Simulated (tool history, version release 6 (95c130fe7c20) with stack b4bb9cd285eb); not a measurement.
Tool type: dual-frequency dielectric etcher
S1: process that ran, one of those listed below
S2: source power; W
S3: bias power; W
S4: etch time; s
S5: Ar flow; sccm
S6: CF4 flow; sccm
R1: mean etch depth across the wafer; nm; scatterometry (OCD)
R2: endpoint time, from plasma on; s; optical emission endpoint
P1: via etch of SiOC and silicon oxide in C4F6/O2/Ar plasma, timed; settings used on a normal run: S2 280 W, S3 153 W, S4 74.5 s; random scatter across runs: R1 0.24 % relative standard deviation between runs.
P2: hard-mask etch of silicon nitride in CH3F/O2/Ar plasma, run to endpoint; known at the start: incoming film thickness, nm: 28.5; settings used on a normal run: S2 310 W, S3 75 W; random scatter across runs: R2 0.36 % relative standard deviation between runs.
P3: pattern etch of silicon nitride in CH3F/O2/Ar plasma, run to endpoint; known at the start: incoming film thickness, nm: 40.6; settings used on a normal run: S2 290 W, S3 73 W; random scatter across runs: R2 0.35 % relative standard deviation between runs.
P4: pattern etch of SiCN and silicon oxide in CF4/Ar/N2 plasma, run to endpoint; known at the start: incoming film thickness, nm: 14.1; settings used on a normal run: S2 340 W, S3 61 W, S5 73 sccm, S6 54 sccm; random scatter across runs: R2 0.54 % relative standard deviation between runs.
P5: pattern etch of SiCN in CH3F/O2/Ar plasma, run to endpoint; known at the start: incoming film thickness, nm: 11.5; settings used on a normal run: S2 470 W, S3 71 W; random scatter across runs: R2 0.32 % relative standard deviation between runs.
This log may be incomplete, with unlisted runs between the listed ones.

| run | day | S1 | S2 | S3 | S4 | S5 | S6 | R1 | R2 |
|---|---|---|---|---|---|---|---|---|---|
| 1 | 0.262 | P1 | 280 | 153 | 74.5 |  |  | 67.434 |  |
| 2 | 0.458 | P4 | 340 | 61 |  | 73 | 54 |  | 21.712 |
| 3 | 0.696 | P4 | 340 | 61 |  | 48 | 54 |  | 20.725 |
| 4 | 0.833 | P1 | 280 | 153 | 41 |  |  | 37.139 |  |
| 5 | 1.008 | P1 | 280 | 194 | 74.5 |  |  | 73.024 |  |
| 6 | 1.233 | P4 | 340 | 80 |  | 73 | 54 |  | 19.69 |
| 7 | 1.521 | P3 | 190 | 73 |  |  |  |  | 78.644 |
| 8 | 1.671 | P1 | 360 | 153 | 74.5 |  |  | 74.616 |  |
| 9 | 1.858 | P5 | 470 | 46 |  |  |  |  | 33.8 |
| 10 | 2.012 | P1 | 280 | 111 | 74.5 |  |  | 61.343 |  |
| 11 | 2.158 | P2 | 310 | 75 |  |  |  |  | 45.993 |
| 12 | 2.433 | P1 | 280 | 153 | 74.5 |  |  | 67.373 |  |
| 13 | 2.717 | P1 | 280 | 118 | 98.5 |  |  | 82.391 |  |
| 14 | 2.992 | P5 | 470 | 71 |  |  |  |  | 29.188 |
| 15 | 3.129 | P5 | 330 | 71 |  |  |  |  | 33.322 |
| 16 | 3.333 | P1 | 280 | 153 | 99 |  |  | 89.675 |  |
| 17 | 3.529 | P1 | 280 | 129 | 47 |  |  | 40.301 |  |
| 18 | 3.767 | P4 | 340 | 61 |  | 73 | 77 |  | 20.636 |
| 19 | 3.979 | P1 | 210 | 153 | 74.5 |  |  | 60.29 |  |
| 20 | 4.162 | P2 | 190 | 75 |  |  |  |  | 55.075 |
| 21 | 4.425 | P3 | 290 | 73 |  |  |  |  | 67.601 |
| 22 | 4.688 | P1 | 280 | 153 | 74.5 |  |  | 67.445 |  |
| 23 | 4.892 | P3 | 290 | 101 |  |  |  |  | 59.647 |
| 24 | 5.079 | P2 | 310 | 54 |  |  |  |  | 51.459 |

What will run 25 give?
| 25 | 5.288 | P5 | 470 | 71 |  |  |  |  | ? |

{"run 25": {"R2": 29.044}}
